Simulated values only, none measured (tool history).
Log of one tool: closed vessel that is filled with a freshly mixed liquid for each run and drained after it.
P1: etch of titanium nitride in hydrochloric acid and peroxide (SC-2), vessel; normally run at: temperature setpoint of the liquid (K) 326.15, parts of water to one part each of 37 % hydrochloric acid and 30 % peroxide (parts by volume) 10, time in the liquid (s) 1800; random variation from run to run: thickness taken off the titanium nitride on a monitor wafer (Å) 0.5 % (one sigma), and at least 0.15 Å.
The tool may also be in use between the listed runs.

run	hour	temperature setpoint of the liquid (K)	parts of water to one part each of 37 % hydrochloric acid and 30 % peroxide (parts by volume)	time in the liquid (s)	hours since the thermometer was replaced	hours since the chemicals flow meter was replaced	hours since the drum of peroxide was connected	thickness taken off the titanium nitride on a monitor wafer (Å)
1	12.9	326.15	10	1800	1784.7	794.4	252.8	369.35
2	20.6	341.15	10	1800	1792.4	802.1	260.5	950.23
3	30.5	326.15	10	150	1802.3	812	270.4	30.992
4	45.5	326.15	10	1800	1817.3	827	285.4	367.82
5	61.8	326.15	10	1800	1833.6	843.3	301.7	371.72
6	69.6	326.15	10	3565	1841.4	851.1	309.5	739.03
7	83	326.15	10	1800	1854.8	864.5	322.9	370.49
8	93.8	336.15	10	555	1865.6	875.3	333.7	216.46
9	102.1	326.15	17	1800	1873.9	883.6	342	233.39
10	116.6	326.15	10	1800	1888.4	898.1	356.5	371.22
11	133.8	326.15	4	1800	1905.6	915.3	373.7	738.18
12	145.8	311.65	10	1800	1917.6	927.3	385.7	136.72
13	155.4	313.15	10	2535	1927.2	936.9	395.3	213.19
14	170.9	339.65	10	2525	1942.7	952.4	410.8	1208.9
15	185.1	326.15	10	1800	1956.9	966.6	425	372.52
16	195.2	326.15	10	1800	1967	976.7	435.1	380.84
17	211.1	326.15	10	1800	1982.9	992.6	451	398.57
18	222	326.15	10	1800	1993.8	1003.5	461.9	397.67
19	235.1	326.15	10	1800	2006.9	1016.6	475	401.74
20	242.8	326.15	10	1800	2014.6	1024.3	482.7	401.65
21	254.1	326.15	10	1800	2025.9	1035.6	494	401.88
22	265.7	326.15	10	1800	2037.5	1047.2	505.6	406.95
23	281	326.15	10	1800	2052.8	1062.5	520.9	403.28

What P1 gives has crept away from where it was. These 2 causes fit the log equally well, each at the size given:
A: chemicals flow above the setpoint (%) = 11.2
B: liquid hotter than its thermometer reads (K) = 1.35
The creep began at about hour 185.1.
Why every other cause is out:
peroxide weaker than its label (%): at most 8, which would move thickness taken off the titanium nitride on a monitor wafer (Å) by -7.4 %: too little, or the wrong way

4 check runs are offered, each on 3 wafers whose results are averaged, their results left as question marks. Which one tells the causes apart?
check 1	296.3	326.15	10	3340				?
check 2	296.3	326.15	17	925				?
check 3	296.3	315.65	10	500				?
check 4	296.3	319.15	4	1800				?

What each check would give under each cause:
check	result	if A	if B
check 1	thickness taken off the titanium nitride on a monitor wafer (Å)	750.46	750.72
check 2	thickness taken off the titanium nitride on a monitor wafer (Å)	132.16	131.31
check 3	thickness taken off the titanium nitride on a monitor wafer (Å)	55.226	55.574
check 4	thickness taken off the titanium nitride on a monitor wafer (Å)	497.35	508.6
How far apart the two closest causes lie, in the result that separates them most: check 1 0.04 %; check 2 0.64 %; check 3 0.63 %; check 4 2.24 %
Only check 4 tells the causes apart: in the others they would give nearly the same result.

Check 4 was then run and gave: thickness taken off the titanium nitride on a monitor wafer (Å) 496.31. Which cause is it?

It is A: chemicals flow above the setpoint (%).

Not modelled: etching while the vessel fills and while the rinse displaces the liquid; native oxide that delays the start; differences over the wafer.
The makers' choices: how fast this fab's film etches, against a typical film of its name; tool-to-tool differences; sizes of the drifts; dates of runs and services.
